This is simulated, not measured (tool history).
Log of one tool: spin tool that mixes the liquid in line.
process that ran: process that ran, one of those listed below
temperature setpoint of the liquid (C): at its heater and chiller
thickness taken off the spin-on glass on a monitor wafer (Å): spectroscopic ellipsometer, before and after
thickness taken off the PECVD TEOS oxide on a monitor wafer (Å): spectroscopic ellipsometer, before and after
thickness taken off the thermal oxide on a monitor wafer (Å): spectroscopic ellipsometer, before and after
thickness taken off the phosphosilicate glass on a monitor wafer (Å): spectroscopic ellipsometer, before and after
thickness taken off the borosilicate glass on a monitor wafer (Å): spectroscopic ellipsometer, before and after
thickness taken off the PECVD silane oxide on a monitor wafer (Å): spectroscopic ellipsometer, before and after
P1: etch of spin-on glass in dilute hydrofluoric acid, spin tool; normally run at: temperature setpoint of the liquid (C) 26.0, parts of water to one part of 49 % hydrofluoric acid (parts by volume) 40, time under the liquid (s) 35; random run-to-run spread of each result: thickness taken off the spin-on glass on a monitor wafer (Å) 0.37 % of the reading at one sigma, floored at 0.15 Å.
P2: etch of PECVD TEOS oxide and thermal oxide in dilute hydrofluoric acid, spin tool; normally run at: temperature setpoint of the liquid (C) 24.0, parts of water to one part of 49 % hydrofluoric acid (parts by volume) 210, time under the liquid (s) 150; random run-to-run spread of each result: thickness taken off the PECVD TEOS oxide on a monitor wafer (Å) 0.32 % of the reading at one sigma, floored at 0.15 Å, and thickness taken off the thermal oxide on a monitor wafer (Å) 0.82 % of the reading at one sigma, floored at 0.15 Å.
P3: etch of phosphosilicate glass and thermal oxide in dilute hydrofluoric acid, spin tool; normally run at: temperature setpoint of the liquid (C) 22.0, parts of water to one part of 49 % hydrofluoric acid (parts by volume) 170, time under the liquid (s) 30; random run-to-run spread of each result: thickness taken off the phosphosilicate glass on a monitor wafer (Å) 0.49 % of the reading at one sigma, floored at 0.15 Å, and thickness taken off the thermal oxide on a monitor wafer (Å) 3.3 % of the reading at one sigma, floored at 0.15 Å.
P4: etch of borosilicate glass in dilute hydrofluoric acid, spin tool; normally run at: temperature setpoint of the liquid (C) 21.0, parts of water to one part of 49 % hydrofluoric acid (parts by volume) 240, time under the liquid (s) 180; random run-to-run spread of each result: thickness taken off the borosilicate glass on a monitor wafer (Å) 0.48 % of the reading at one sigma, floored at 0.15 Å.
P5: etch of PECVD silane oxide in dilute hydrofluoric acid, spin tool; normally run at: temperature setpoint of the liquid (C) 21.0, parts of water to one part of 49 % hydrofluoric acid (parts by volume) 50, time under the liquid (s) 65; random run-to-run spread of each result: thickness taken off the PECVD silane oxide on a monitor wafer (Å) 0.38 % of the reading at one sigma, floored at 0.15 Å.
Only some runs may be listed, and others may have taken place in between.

run   hour  process that ran  temperature setpoint of the liquid (C)  parts of water to one part of 49 % hydrofluoric acid (parts by volume)  time under the liquid (s)  hours since the thermometer was replaced  hours since the hydrofluoric acid flow meter was replaced  thickness taken off the spin-on glass on a monitor wafer (Å)  thickness taken off the PECVD TEOS oxide on a monitor wafer (Å)  thickness taken off the thermal oxide on a monitor wafer (Å)  thickness taken off the phosphosilicate glass on a monitor wafer (Å)  thickness taken off the borosilicate glass on a monitor wafer (Å)  thickness taken off the PECVD silane oxide on a monitor wafer (Å)
  1   13.3                P1                                    26.0                                                                      40                         35                                     911.7                                                      680.3                                                        471.91
  2   25.3                P1                                    26.0                                                                      40                         20                                     923.7                                                      692.3                                                        271.59
  3   44.1                P2                                    30.5                                                                     210                        150                                     942.5                                                      711.1                                                                                                                         87.021                                                       37.8860
  4   56.0                P3                                    17.0                                                                     170                         30                                     954.4                                                      723.0                                                                                                                                                                                       5.7879                                                                114.81
  5   69.5                P2                                    24.0                                                                     210                        150                                     967.9                                                      736.5                                                                                                                         69.141                                                       30.2270
  6   79.5                P4                                    21.0                                                                     425                        180                                     977.9                                                      746.5                                                                                                                                                                                                                                                                                                                                55.237
  7   96.1                P5                                    29.5                                                                      50                         65                                     994.5                                                      763.1                                                                                                                                                                                                                                                                                                                                                                                                  388.640
  8  110.5                P2                                    24.0                                                                     210                        290                                    1008.9                                                      777.5                                                                                                                        134.340                                                       57.8870
  9  126.8                P1                                    21.5                                                                      40                         35                                    1025.2                                                      793.8                                                        392.31
 10  140.7                P1                                    26.0                                                                      40                         50                                    1039.1                                                      807.7                                                        679.10
 11  153.5                P5                                    21.0                                                                      70                         65                                    1051.9                                                      820.5                                                                                                                                                                                                                                                                                                                                                                                                  191.720
 12  164.2                P1                                    26.0                                                                      25                         35                                    1062.6                                                      831.2                                                        771.36
 13  181.5                P1                                    26.0                                                                      55                         15                                    1079.9                                                      848.5                                                        143.26
 14  197.8                P1                                    26.0                                                                      40                         35                                    1096.2                                                      864.8                                                        473.01
 15  207.9                P3                                    22.0                                                                     105                         30                                    1106.3                                                      874.9                                                                                                                                                                                      11.5120                                                                244.28
 16  226.7                P3                                    22.0                                                                     170                         15                                    1125.1                                                      893.7                                                                                                                                                                                       3.8192                                                                 70.02
 17  235.4                P1                                    31.5                                                                      40                         35                                    1133.8                                                      902.4                                                        587.96
 18  247.0                P1                                    26.0                                                                      40                         35                                    1145.4                                                      914.0                                                        472.03
 19  264.1                P2                                    24.0                                                                      75                        150                                    1162.5                                                      931.1                                                                                                                        227.750                                                       98.5640
 20  273.8                P5                                    21.0                                                                      50                         65                                    1172.2                                                      940.8                                                                                                                                                                                                                                                                                                                                                                                                  274.720
 21  286.2                P5                                    21.0                                                                      50                         15                                    1184.6                                                      953.2                                                                                                                                                                                                                                                                                                                                                                                                   63.624
 22  300.3                P1                                    26.0                                                                      60                         35                                    1198.7                                                      967.3                                                        307.19
 23  318.1                P4                                    21.0                                                                     240                        180                                    1216.5                                                      985.1                                                                                                                                                                                                                                                                                                                               115.640
 24  334.5                P3                                    22.0                                                                     170                         30                                    1232.9                                                     1001.5                                                                                                                                                                                       7.0949                                                                139.77
 25  343.9                P1                                    26.0                                                                      40                         35                                    1242.3                                                     1010.9                                                        471.21
 26  359.7                P3                                    22.0                                                                     170                         30                                    1258.1                                                     1026.7                                                                                                                                                                                       7.2816                                                                140.39
 27  370.4                P4                                    21.0                                                                     240                        365                                    1268.8                                                     1037.4                                                                                                                                                                                                                                                                                                                               233.730
 28  381.3                P1                                    26.0                                                                      20                         65                                    1279.7                                                     1048.3                                                       1798.10
 29  396.1                P4                                    27.5                                                                     240                        180                                    1294.5                                                     1063.1                                                                                                                                                                                                                                                                                                                               145.960
 30  412.9                P1                                    26.0                                                                      40                         35                                    1311.3                                                     1079.9                                                        474.21
 31  425.1                P1                                    26.0                                                                      40                         35                                    1323.5                                                     1092.1                                                        463.03
 32  439.1                P1                                    26.0                                                                      40                         35                                    1337.5                                                     1106.1                                                        455.43
 33  450.4                P1                                    26.0                                                                      40                         35                                    1348.8                                                     1117.4                                                        450.08
 34  465.7                P1                                    26.0                                                                      40                         35                                    1364.1                                                     1132.7                                                        443.76
 35  482.4                P1                                    26.0                                                                      40                         35                                    1380.8                                                     1149.4                                                        440.71
 36  500.1                P1                                    26.0                                                                      40                         35                                    1398.5                                                     1167.1                                                        438.41
 37  517.8                P1                                    26.0                                                                      40                         35                                    1416.2                                                     1184.8                                                        439.32
 38  536.4                P1                                    26.0                                                                      40                         35                                    1434.8                                                     1203.4                                                        437.18
 39  553.9                P1                                    26.0                                                                      40                         35                                    1452.3                                                     1220.9                                                        439.22

Compared with where it was, what P1 gives has crept away. Each cause listed below fits the log as well as the rest, at the size given for it:
A: liquid colder than its thermometer reads (K) = 1.91
B: hydrofluoric acid flow below the setpoint (%) = 7.12
The gradual shift began around hour 412.9.

Which of the 4 check runs listed below, each an average over 2 wafers with its results shown as question marks, gives clearly different results under the different listed causes?
check 1  571.4                P5                                    21.0                                                                      50                         35                                                                                                                                                                                                                                                                                                                                                                                                                                                                                                             ?
check 2  571.4                P2                                    24.0                                                                      85                        260                                                                                                                                                                                                                                   ?                                                             ?
check 3  571.4                P4                                    21.0                                                                     375                        255                                                                                                                                                                                                                                                                                                                                                                                                                                          ?
check 4  571.4                P3                                    17.0                                                                     170                         30                                                                                                                                                                                                                                                                                                 ?                                                                     ?

What every check run would give for each of its results, assuming each possible cause in turn:
  check                                                                result      if A      if B
check 1     thickness taken off the PECVD silane oxide on a monitor wafer (Å)   136.540   136.900
check 2       thickness taken off the PECVD TEOS oxide on a monitor wafer (Å)   318.060   316.510
check 2          thickness taken off the thermal oxide on a monitor wafer (Å)  138.3900  137.7100
check 3     thickness taken off the borosilicate glass on a monitor wafer (Å)    86.382    83.723
check 4          thickness taken off the thermal oxide on a monitor wafer (Å)    5.4120    5.3694
check 4  thickness taken off the phosphosilicate glass on a monitor wafer (Å)    105.99    105.16
Per-check spread between the two closest causes, in the result where they differ most: check 1 0.26 %; check 2 0.49 %; check 3 3.13 %; check 4 0.79 %
Check 3 tells the causes apart: in the others they would give nearly the same result.

Here is what check 3 returned: thickness taken off the borosilicate glass on a monitor wafer (Å) 83.524. Which cause is it?

Of the candidate causes, it is B: hydrofluoric acid flow below the setpoint (%).
